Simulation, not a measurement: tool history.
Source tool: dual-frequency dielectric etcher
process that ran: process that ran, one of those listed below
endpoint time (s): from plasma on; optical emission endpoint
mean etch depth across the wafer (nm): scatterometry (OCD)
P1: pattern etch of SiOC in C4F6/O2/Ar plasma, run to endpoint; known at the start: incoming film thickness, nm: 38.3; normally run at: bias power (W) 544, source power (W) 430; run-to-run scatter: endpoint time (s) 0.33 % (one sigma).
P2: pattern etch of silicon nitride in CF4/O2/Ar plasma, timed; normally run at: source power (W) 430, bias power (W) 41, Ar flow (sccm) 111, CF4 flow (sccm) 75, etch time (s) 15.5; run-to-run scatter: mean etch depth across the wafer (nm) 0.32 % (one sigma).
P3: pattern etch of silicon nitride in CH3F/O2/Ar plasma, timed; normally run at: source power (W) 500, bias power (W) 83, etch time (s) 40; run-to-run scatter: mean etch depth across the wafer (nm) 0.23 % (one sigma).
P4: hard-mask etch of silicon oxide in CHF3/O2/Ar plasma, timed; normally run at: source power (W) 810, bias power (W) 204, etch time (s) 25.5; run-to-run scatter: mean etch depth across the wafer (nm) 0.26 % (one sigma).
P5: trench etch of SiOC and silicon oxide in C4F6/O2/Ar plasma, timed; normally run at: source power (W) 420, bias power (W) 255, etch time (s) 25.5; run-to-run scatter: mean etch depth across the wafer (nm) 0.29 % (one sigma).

run,day,process that ran,bias power (W),source power (W),Ar flow (sccm),CF4 flow (sccm),etch time (s),endpoint time (s),mean etch depth across the wafer (nm)
1,0.492,P1,544,430,,,,12.114,
2,0.829,P2,41,430,111,99,15.5,,23.137
3,1.412,P2,41,520,111,75,15.5,,26.376
4,2.092,P3,99,500,,,40,,33.25
5,2.512,P2,32,430,111,75,15.5,,20.312
6,2.933,P4,204,1050,,,25.5,,65.205
7,3.625,P5,255,330,,,25.5,,52.549
8,3.958,P5,255,420,,,25.5,,57.809
9,4.367,P3,83,360,,,40,,27.455
10,4.867,P2,41,430,111,75,11,,15.896
11,5.525,P5,255,420,,,20,,45.508
12,6.092,P1,544,290,,,,14.036,
13,6.442,P1,544,430,,,,12.194,
14,6.95,P1,544,430,,,,12.106,
15,7.633,P3,83,500,,,40,,31.221
16,8.308,P2,41,430,111,75,15.5,,22.334
17,8.775,P2,41,430,137,75,15.5,,21.624
18,9.288,P5,181,420,,,25.5,,51.967
19,9.708,P1,717,330,,,,12.048,
20,10.288,P1,544,600,,,,10.746,
21,10.933,P4,204,810,,,20,,46.108
22,11.375,P1,439,430,,,,13.125,
# day 11.767: wet clean of the chamber
23,11.862,P4,280,810,,,25.5,,65.787
24,12.283,P4,204,810,,,25.5,,58.731
25,12.658,P1,544,430,,,,12.148,
26,13.017,P4,204,810,,,25.5,,59.04
27,13.692,P5,255,420,,,25.5,,57.89
28,14.354,P3,83,500,,,57,,44.379
29,14.812,P1,692,430,,,,11.164,
30,15.371,P3,83,500,,,40,,31.345
31,16.071,P1,544,430,,,,12.182,
32,16.604,P1,544,430,,,,12.212,
33,17.192,P1,544,430,,,,12.298,
34,17.796,P1,544,430,,,,12.246,
35,18.204,P1,544,430,,,,12.278,
36,18.542,P1,544,430,,,,12.31,
# day 18.8: wet clean of the chamber
37,18.85,P1,544,430,,,,12.366,
38,19.238,P1,544,430,,,,12.36,
39,19.6,P1,544,430,,,,12.367,
40,20.071,P1,544,430,,,,12.312,
41,20.396,P1,544,430,,,,12.352,
42,21.058,P1,544,430,,,,12.356,

The output of P1 has drifted from where it used to be. Each of the 2 causes below, taken at the size shown beside it, accounts for the log equally well:
A: source power that arrives under what is set, % = 4.35
B: bias power that arrives under what is set, % = 4.27
The onset of the drift is placed at about day 16.071.
Other possible causes, and why each is ruled out:
chamber walls in a state that lowers the etch rate, %: serviced at day 18.8, after the drift had started, without restoring the earlier output

Consider the 4 check runs below, whose results appear as question marks and each of which averages 2 wafers. Which one distinguishes the causes, in that each cause would give it a clearly different result?
check 1,21.721,P5,255,420,,,25.5,,?
check 2,21.721,P3,83,500,,,40,,?
check 3,21.721,P2,41,430,111,75,15.5,,?
check 4,21.721,P4,204,810,,,25.5,,?

Check results expected under each cause:
check,result,if A,if B
check 1,mean etch depth across the wafer (nm),56.969,57.098
check 2,mean etch depth across the wafer (nm),30.626,30.678
check 3,mean etch depth across the wafer (nm),21.473,21.95
check 4,mean etch depth across the wafer (nm),58.002,58.137
How far apart the two closest causes lie, in the result that separates them most: check 1 0.23 %; check 2 0.17 %; check 3 2.2 %; check 4 0.23 %
The other checks would show nearly matching results whichever cause is true, so check 3 is the only one that separates the causes.

Then check 3 was run and gave: mean etch depth across the wafer (nm) 21.456. Which cause is it?

It was cause A: source power that arrives under what is set, %.
